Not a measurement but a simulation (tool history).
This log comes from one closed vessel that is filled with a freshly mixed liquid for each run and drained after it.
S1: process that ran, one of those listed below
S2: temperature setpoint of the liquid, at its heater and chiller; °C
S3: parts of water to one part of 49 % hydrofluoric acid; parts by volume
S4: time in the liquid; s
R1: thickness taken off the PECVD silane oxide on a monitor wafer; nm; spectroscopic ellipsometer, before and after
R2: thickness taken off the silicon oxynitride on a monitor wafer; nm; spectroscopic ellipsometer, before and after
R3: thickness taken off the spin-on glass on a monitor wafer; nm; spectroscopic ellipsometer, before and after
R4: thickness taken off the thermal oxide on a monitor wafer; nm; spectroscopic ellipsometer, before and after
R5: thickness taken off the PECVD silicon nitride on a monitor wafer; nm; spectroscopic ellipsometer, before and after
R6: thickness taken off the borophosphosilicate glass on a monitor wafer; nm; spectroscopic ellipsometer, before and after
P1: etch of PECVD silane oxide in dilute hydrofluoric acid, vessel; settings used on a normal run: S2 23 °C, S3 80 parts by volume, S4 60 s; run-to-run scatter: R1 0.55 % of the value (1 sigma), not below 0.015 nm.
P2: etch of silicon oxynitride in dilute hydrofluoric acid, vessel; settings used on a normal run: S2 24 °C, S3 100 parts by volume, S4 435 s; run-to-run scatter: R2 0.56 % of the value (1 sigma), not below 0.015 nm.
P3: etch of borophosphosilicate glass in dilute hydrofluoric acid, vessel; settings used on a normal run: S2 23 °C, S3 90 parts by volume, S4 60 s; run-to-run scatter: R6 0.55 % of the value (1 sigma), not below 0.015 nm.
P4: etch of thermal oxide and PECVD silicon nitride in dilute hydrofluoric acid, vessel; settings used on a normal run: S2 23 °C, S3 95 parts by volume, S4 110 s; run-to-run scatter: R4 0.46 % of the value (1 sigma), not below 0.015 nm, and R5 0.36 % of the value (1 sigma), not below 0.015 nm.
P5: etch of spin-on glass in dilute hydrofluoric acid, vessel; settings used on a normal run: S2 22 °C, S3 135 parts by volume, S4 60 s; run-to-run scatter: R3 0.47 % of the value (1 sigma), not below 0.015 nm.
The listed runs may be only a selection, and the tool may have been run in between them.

| run | hour | S1 | S2 | S3 | S4 | R1 | R2 | R3 | R4 | R5 | R6 |
|---|---|---|---|---|---|---|---|---|---|---|---|
| 1 | 5.5 | P1 | 23 | 80 | 60 | 26.372 |  |  |  |  |  |
| 2 | 13.9 | P1 | 23 | 80 | 60 | 26.451 |  |  |  |  |  |
| 3 | 21.3 | P1 | 17 | 35 | 60 | 49.499 |  |  |  |  |  |
| 4 | 25.7 | P1 | 17 | 80 | 60 | 20.571 |  |  |  |  |  |
| 5 | 33.5 | P2 | 24 | 100 | 670 |  | 32.188 |  |  |  |  |
| 6 | 38.4 | P2 | 24 | 155 | 435 |  | 12.795 |  |  |  |  |
| 7 | 47.0 | P5 | 22 | 135 | 60 |  |  | 15.7710 |  |  |  |
| 8 | 53.8 | P2 | 24 | 100 | 435 |  | 20.734 |  |  |  |  |
| 9 | 61.8 | P1 | 23 | 110 | 60 | 18.507 |  |  |  |  |  |
| 10 | 67.0 | P1 | 23 | 80 | 60 | 26.733 |  |  |  |  |  |
| 11 | 72.3 | P2 | 24 | 100 | 435 |  | 20.728 |  |  |  |  |
| 12 | 78.5 | P4 | 29 | 95 | 110 |  |  |  | 6.6252 | 9.0570 |  |
| 13 | 87.6 | P1 | 23 | 80 | 60 | 26.205 |  |  |  |  |  |
| 14 | 92.0 | P2 | 19 | 100 | 435 |  | 16.240 |  |  |  |  |
| 15 | 97.4 | P5 | 22 | 135 | 60 |  |  | 15.6510 |  |  |  |
| 16 | 104.1 | P1 | 23 | 80 | 60 | 26.578 |  |  |  |  |  |
| 17 | 110.4 | P4 | 23 | 95 | 180 |  |  |  | 8.5049 | 10.0280 |  |
| 18 | 118.9 | P1 | 17 | 80 | 110 | 37.694 |  |  |  |  |  |
| 19 | 126.9 | P5 | 30 | 135 | 60 |  |  | 21.3780 |  |  |  |
| 20 | 133.3 | P1 | 23 | 30 | 60 | 75.251 |  |  |  |  |  |
| 21 | 139.3 | P5 | 22 | 135 | 30 |  |  | 7.8031 |  |  |  |
| 22 | 143.5 | P4 | 23 | 95 | 110 |  |  |  | 5.2545 | 6.1585 |  |
| 23 | 148.8 | P3 | 23 | 90 | 60 |  |  |  |  |  | 41.488 |
| 24 | 157.3 | P3 | 23 | 90 | 30 |  |  |  |  |  | 20.941 |
| 25 | 162.9 | P1 | 23 | 80 | 30 | 13.238 |  |  |  |  |  |
| 26 | 170.4 | P4 | 23 | 45 | 110 |  |  |  | 11.7440 | 12.7680 |  |
| 27 | 176.5 | P3 | 23 | 90 | 60 |  |  |  |  |  | 41.946 |
| 28 | 185.1 | P5 | 22 | 70 | 60 |  |  | 32.4050 |  |  |  |
| 29 | 191.6 | P3 | 23 | 50 | 60 |  |  |  |  |  | 78.654 |
| 30 | 199.0 | P3 | 27 | 90 | 60 |  |  |  |  |  | 48.543 |
| 31 | 204.3 | P1 | 27 | 80 | 60 | 30.902 |  |  |  |  |  |
| 32 | 211.6 | P1 | 23 | 80 | 100 | 43.965 |  |  |  |  |  |
| 33 | 216.5 | P1 | 23 | 80 | 60 | 26.406 |  |  |  |  |  |
| 34 | 222.8 | P1 | 23 | 80 | 60 | 26.535 |  |  |  |  |  |
| 35 | 231.9 | P1 | 23 | 80 | 60 | 27.523 |  |  |  |  |  |
| 36 | 238.2 | P1 | 23 | 80 | 60 | 28.293 |  |  |  |  |  |
| 37 | 244.1 | P1 | 23 | 80 | 60 | 28.319 |  |  |  |  |  |
| 38 | 249.0 | P1 | 23 | 80 | 60 | 28.419 |  |  |  |  |  |
| 39 | 254.9 | P1 | 23 | 80 | 60 | 28.462 |  |  |  |  |  |
| 40 | 259.3 | P1 | 23 | 80 | 60 | 28.537 |  |  |  |  |  |
| 41 | 265.7 | P1 | 23 | 80 | 60 | 28.474 |  |  |  |  |  |

What P1 gives has crept away from where it was. These 2 causes fit the log equally well, each at the size given:
A: hydrofluoric acid flow above the setpoint (%) = 6.43
B: liquid hotter than its thermometer reads (K) = 1.7
The creep began at about hour 222.8.

Of the 4 check runs listed below, each run on one wafer and each result written as a question mark, which would let you distinguish the listed causes because they would give clearly different results?
| check 1 | 272.1 | P3 | 23 | 90 | 60 |  |  |  |  |  | ? |
| check 2 | 272.1 | P2 | 24 | 100 | 435 |  | ? |  |  |  |  |
| check 3 | 272.1 | P4 | 23 | 95 | 110 |  |  |  | ? | ? |  |
| check 4 | 272.1 | P5 | 22 | 135 | 60 |  |  | ? |  |  |  |

What every check run would give for each of its results, assuming each possible cause in turn:
| check | result | if A | if B |
|---|---|---|---|
| check 1 | R6 | 44.470 | 44.422 |
| check 2 | R2 | 22.188 | 22.465 |
| check 3 | R4 | 5.5975 | 5.5885 |
| check 3 | R5 | 6.5260 | 6.8682 |
| check 4 | R3 | 16.8510 | 16.7660 |
Separation of the two closest causes in each check, using whichever result separates them best: check 1 0.11 %; check 2 1.24 %; check 3 5.11 %; check 4 0.51 %
Of the check runs offered, only check 3 discriminates between the causes; the rest would read about the same regardless of which cause applies.

Here is what check 3 returned: R4 5.6121 nm; R5 6.8704 nm. Which cause is it?

It is B: liquid hotter than its thermometer reads (K).
